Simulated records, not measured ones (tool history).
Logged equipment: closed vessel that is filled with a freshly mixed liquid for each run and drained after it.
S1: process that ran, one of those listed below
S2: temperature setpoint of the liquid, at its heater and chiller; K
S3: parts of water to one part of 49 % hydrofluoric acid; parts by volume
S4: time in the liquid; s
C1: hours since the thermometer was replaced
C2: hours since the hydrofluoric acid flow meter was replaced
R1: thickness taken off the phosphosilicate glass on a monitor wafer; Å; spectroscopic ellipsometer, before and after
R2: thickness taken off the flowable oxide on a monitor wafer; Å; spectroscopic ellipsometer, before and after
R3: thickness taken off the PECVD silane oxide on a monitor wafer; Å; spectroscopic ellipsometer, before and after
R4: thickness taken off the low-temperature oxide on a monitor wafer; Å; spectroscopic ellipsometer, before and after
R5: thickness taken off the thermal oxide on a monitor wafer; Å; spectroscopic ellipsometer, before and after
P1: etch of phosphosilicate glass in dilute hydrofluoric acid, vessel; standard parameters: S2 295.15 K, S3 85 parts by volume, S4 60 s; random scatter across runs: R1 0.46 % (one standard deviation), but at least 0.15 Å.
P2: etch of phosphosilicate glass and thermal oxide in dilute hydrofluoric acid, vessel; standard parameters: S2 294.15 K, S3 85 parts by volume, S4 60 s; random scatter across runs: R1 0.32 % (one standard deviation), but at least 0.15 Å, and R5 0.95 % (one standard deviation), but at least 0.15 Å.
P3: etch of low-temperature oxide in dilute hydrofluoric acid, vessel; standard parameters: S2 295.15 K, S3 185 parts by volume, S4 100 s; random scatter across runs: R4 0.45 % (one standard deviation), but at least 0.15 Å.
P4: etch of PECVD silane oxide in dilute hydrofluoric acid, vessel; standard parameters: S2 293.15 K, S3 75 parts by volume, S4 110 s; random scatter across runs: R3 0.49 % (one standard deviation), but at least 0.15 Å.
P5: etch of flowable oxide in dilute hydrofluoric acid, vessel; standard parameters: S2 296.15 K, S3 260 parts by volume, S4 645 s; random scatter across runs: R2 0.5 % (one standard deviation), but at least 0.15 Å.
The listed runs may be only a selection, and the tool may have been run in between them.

| run | hour | S1 | S2 | S3 | S4 | C1 | C2 | R1 | R2 | R3 | R4 | R5 |
|---|---|---|---|---|---|---|---|---|---|---|---|---|
| 1 | 6.8 | P1 | 295.15 | 85 | 60 | 426 | 856.9 | 1250 |  |  |  |  |
| 2 | 17.5 | P5 | 296.15 | 465 | 645 | 436.7 | 867.6 |  | 281.02 |  |  |  |
| 3 | 27.5 | P1 | 295.15 | 85 | 35 | 446.7 | 877.6 | 732.82 |  |  |  |  |
| 4 | 35.5 | P4 | 293.15 | 75 | 110 | 454.7 | 885.6 |  |  | 197.97 |  |  |
| 5 | 46.8 | P1 | 290.15 | 85 | 60 | 466 | 896.9 | 1010.3 |  |  |  |  |
| 6 | 52.6 | P3 | 290.15 | 185 | 100 | 471.8 | 902.7 |  |  |  | 83.625 |  |
| 7 | 63.2 | P1 | 290.15 | 85 | 30 | 482.4 | 913.3 | 514.16 |  |  |  |  |
| 8 | 74.1 | P2 | 294.15 | 85 | 60 | 493.3 | 924.2 | 1338.7 |  |  |  | 29.056 |
| 9 | 80.7 | P4 | 293.15 | 120 | 110 | 499.9 | 930.8 |  |  | 118.86 |  |  |
| 10 | 90.5 | P1 | 295.15 | 85 | 60 | 509.7 | 940.6 | 1261.2 |  |  |  |  |
| 11 | 99.4 | P1 | 303.15 | 85 | 60 | 518.6 | 949.5 | 1722.5 |  |  |  |  |
| 12 | 109.9 | P1 | 291.15 | 85 | 30 | 529.1 | 960 | 533.79 |  |  |  |  |
| 13 | 118.9 | P2 | 294.15 | 85 | 60 | 538.1 | 969 | 1328.1 |  |  |  | 29.505 |
| 14 | 128.4 | P1 | 295.15 | 85 | 60 | 547.6 | 978.5 | 1262.4 |  |  |  |  |
| 15 | 137.8 | P3 | 295.15 | 185 | 30 | 557 | 987.9 |  |  |  | 30 |  |
| 16 | 143 | P2 | 290.15 | 85 | 60 | 562.2 | 993.1 | 1128.8 |  |  |  | 25.08 |
| 17 | 153.7 | P4 | 293.15 | 75 | 165 | 572.9 | 1003.8 |  |  | 299.65 |  |  |
| 18 | 164.5 | P1 | 295.15 | 85 | 60 | 583.7 | 1014.6 | 1266 |  |  |  |  |
| 19 | 174.5 | P1 | 295.15 | 85 | 60 | 593.7 | 1024.6 | 1250.6 |  |  |  |  |
| 20 | 182.9 | P2 | 294.15 | 150 | 60 | 602.1 | 1033 | 701.77 |  |  |  | 15.8 |
| 21 | 188.4 | P3 | 295.15 | 185 | 100 | 607.6 | 1038.5 |  |  |  | 101.79 |  |
| 22 | 194.8 | P4 | 290.15 | 75 | 110 | 614 | 1044.9 |  |  | 176.97 |  |  |
| 23 | 199.9 | P1 | 295.15 | 85 | 115 | 619.1 | 1050 | 2401.1 |  |  |  |  |
| 24 | 207.3 | P2 | 294.15 | 85 | 30 | 626.5 | 1057.4 | 671.26 |  |  |  | 14.863 |
| 25 | 215.5 | P3 | 295.15 | 310 | 100 | 634.7 | 1065.6 |  |  |  | 53.531 |  |
| 26 | 225.4 | P5 | 303.65 | 260 | 645 | 644.6 | 1075.5 |  | 782.58 |  |  |  |
| 27 | 230.5 | P1 | 295.15 | 85 | 60 | 649.7 | 1080.6 | 1252.6 |  |  |  |  |
| 28 | 237.6 | P3 | 295.15 | 185 | 100 | 656.8 | 1087.7 |  |  |  | 102.25 |  |
| 29 | 243.8 | P5 | 296.15 | 260 | 1040 | 663 | 1093.9 |  | 970.43 |  |  |  |
| 30 | 248.7 | P1 | 295.15 | 85 | 60 | 667.9 | 1098.8 | 1262.6 |  |  |  |  |
| 31 | 258.2 | P1 | 301.15 | 115 | 60 | 677.4 | 1108.3 | 1126.5 |  |  |  |  |

What does the tool deliver on the next run?
| 32 | 265.9 | P5 | 296.15 | 260 | 645 | 685.1 | 1116 |  | ? |  |  |  |

{"run 32": {"R2": 609.46}}
